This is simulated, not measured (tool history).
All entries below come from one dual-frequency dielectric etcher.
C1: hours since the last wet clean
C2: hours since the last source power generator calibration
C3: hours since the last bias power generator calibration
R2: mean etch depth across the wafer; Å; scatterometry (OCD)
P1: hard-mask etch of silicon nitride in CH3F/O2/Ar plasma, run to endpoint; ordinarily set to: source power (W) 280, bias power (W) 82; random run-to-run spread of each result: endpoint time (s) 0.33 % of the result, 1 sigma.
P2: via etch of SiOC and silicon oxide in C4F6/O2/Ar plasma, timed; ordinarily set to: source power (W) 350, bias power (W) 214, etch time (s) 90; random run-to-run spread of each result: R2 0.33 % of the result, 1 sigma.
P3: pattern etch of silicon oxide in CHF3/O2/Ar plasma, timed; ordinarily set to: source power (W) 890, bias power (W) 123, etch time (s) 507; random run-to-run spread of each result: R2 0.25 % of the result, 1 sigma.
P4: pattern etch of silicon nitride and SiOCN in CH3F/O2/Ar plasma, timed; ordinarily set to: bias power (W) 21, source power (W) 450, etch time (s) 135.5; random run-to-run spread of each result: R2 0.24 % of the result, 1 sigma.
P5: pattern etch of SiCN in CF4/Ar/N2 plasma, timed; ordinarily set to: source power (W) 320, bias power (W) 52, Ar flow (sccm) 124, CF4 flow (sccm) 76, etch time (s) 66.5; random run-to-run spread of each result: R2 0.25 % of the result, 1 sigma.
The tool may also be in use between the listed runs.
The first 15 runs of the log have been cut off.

run 16 hour=226.5 | process_that_ran=P2 source_power_(W)=350 bias_power_(W)=214 etch_time_(s)=51.5 | C1=425.3 C2=3178 C3=2737.8 | R2=587.51
run 17 hour=237.3 | process_that_ran=P5 source_power_(W)=320 bias_power_(W)=52 etch_time_(s)=66.5 Ar_flow_(sccm)=124 CF4_flow_(sccm)=104 | C1=436.1 C2=3188.8 C3=2748.6 | R2=390.29
-- hour=247.4 source power generator calibrated
run 18 hour=254.8 | process_that_ran=P4 source_power_(W)=560 bias_power_(W)=21 etch_time_(s)=135.5 | C1=453.6 C2=7.4 C3=2766.1 | R2=197
run 19 hour=272 | process_that_ran=P3 source_power_(W)=890 bias_power_(W)=123 etch_time_(s)=507 | C1=470.8 C2=24.6 C3=2783.3 | R2=9975.6
run 20 hour=286.2 | process_that_ran=P1 source_power_(W)=350 bias_power_(W)=103 | C1=485 C2=38.8 C3=2797.5 | endpoint_time_(s)=37.535
run 21 hour=295.2 | process_that_ran=P4 source_power_(W)=450 bias_power_(W)=21 etch_time_(s)=183 | C1=494 C2=47.8 C3=2806.5 | R2=246.2
run 22 hour=308.5 | process_that_ran=P1 source_power_(W)=280 bias_power_(W)=82 | C1=507.3 C2=61.1 C3=2819.8 | endpoint_time_(s)=44.21
run 23 hour=326 | process_that_ran=P1 source_power_(W)=280 bias_power_(W)=50 | C1=524.8 C2=78.6 C3=2837.3 | endpoint_time_(s)=51.94
run 24 hour=339.8 | process_that_ran=P1 source_power_(W)=280 bias_power_(W)=82 | C1=538.6 C2=92.4 C3=2851.1 | endpoint_time_(s)=44.166
run 25 hour=355.2 | process_that_ran=P5 source_power_(W)=320 bias_power_(W)=52 etch_time_(s)=66.5 Ar_flow_(sccm)=166 CF4_flow_(sccm)=76 | C1=554 C2=107.8 C3=2866.5 | R2=354.37
run 26 hour=365.1 | process_that_ran=P5 source_power_(W)=450 bias_power_(W)=52 etch_time_(s)=66.5 Ar_flow_(sccm)=124 CF4_flow_(sccm)=76 | C1=563.9 C2=117.7 C3=2876.4 | R2=502.55

What does the tool deliver on the next run?
run 27 hour=374.7 | process_that_ran=P3 source_power_(W)=890 bias_power_(W)=123 etch_time_(s)=726.5 | C1=573.5 C2=127.3 C3=2886 | R2=?

{"run 27": {"R2": 14271}}
